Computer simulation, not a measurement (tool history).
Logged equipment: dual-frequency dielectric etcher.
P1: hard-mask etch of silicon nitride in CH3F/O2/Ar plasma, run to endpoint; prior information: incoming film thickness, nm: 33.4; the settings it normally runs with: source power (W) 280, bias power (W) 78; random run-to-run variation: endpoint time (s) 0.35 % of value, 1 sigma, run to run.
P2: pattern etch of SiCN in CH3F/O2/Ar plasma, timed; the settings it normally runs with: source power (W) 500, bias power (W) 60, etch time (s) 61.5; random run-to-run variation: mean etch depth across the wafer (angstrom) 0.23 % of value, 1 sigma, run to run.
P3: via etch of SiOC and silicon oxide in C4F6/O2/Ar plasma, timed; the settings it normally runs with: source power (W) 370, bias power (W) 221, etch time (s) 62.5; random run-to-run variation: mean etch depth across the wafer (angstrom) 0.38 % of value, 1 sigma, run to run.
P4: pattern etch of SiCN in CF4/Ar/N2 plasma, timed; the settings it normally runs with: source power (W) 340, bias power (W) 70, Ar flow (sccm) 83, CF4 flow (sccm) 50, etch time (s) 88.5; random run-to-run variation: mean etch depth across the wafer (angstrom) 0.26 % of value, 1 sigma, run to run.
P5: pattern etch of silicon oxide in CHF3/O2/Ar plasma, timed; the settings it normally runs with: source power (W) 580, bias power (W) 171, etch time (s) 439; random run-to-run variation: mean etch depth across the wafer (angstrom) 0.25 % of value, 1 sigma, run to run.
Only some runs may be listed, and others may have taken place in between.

run	hour	process that ran	source power (W)	bias power (W)	Ar flow (sccm)	CF4 flow (sccm)	etch time (s)	endpoint time (s)	mean etch depth across the wafer (angstrom)
1	16.6	P1	280	78				54.568	
2	32	P4	250	70	83	50	88.5		441.96
3	41	P4	340	70	83	50	66		432.83
4	52.1	P4	340	47	83	50	88.5		504.2
5	61.5	P1	340	78				50.637	
6	74.4	P1	280	78				54.446	
7	88.8	P5	580	171			291		5599.1
8	99	P2	500	72			61.5		255.41
9	108.4	P5	580	171			439		8494.7
10	120.2	P2	500	60			87.5		342.02
11	133.8	P3	370	221			62.5		752.83
12	151.4	P1	280	96				50.264	
13	163.8	P4	340	70	83	50	88.5		577.81
14	172.1	P4	340	70	56	50	88.5		611.35
15	188.2	P5	580	105			439		7252.2
16	196.3	P4	340	70	83	50	88.5		576.5
17	212.8	P1	210	54				68.898	
18	220.7	P3	480	221			62.5		833.68
19	233.6	P1	210	78				60.301	
20	248.9	P3	370	221			62.5		749.07
21	257.2	P2	670	60			61.5		269.44
22	269.1	P3	370	174			62.5		693.37
23	278.6	P2	500	60			61.5		240.38
24	289	P1	280	45				65.778	
25	303.8	P2	500	60			61.5		240.82
26	314.9	P1	280	78				54.413	
27	331.7	P1	280	78				54.382	
28	341.2	P1	390	93				45.213	
29	359.2	P5	730	171			439		9303.3
30	370.5	P1	280	78				54.11	
31	385	P3	370	221			47		566.37
32	393.2	P4	340	70	83	34	88.5		543.61
33	402.3	P1	280	78				54.496	
34	420	P1	280	78				54.572	
35	435.2	P1	280	78				55.002	
36	448	P1	280	78				55.267	
37	464.8	P1	280	78				55.042	
# hour 466.1: wet clean of the chamber
38	480.5	P1	280	78				55.173	
39	493	P1	280	78				55.242	
40	506.3	P1	280	78				55.361	
41	524.4	P1	280	78				55.52	
42	534.9	P1	280	78				55.308	
43	547.8	P1	280	78				55.379	

The output of P1 has drifted from where it used to be. Each of the 2 causes below, taken at the size shown beside it, accounts for the log equally well:
A: source power that arrives under what is set, % = 4.57
B: bias power that arrives under what is set, % = 4.8
The creep began at about hour 402.3.
Ruled out, with reasons:
chamber walls in a state that lowers the etch rate, %: was serviced at hour 466.1, once the creep was under way, yet the earlier output never came back

Below are 4 check runs, each on a single wafer, with their results shown as question marks. Which of them would tell the listed causes apart, meaning the causes would give clearly different results under it?
check 1	560.7	P5	580	171			439		?
check 2	560.7	P2	500	60			61.5		?
check 3	560.7	P4	340	70	83	50	88.5		?
check 4	560.7	P3	370	221			62.5		?

What every check run would give for each of its results, assuming each possible cause in turn:
check	result	if A	if B
check 1	mean etch depth across the wafer (angstrom)	8320.1	8333.4
check 2	mean etch depth across the wafer (angstrom)	236.13	236.51
check 3	mean etch depth across the wafer (angstrom)	555.68	568.76
check 4	mean etch depth across the wafer (angstrom)	739.64	740.65
Smallest distance between any two causes, each pair judged by its most separating result, in per cent: check 1 0.16 %; check 2 0.16 %; check 3 2.33 %; check 4 0.14 %
Check 3 is the one run that separates the causes; every other check would come out nearly the same whichever cause is at work.

Check 3 has now been run. It gave: mean etch depth across the wafer (angstrom) 556.32. Which of the candidate causes is it?

Of the candidate causes, it is A: source power that arrives under what is set, %.

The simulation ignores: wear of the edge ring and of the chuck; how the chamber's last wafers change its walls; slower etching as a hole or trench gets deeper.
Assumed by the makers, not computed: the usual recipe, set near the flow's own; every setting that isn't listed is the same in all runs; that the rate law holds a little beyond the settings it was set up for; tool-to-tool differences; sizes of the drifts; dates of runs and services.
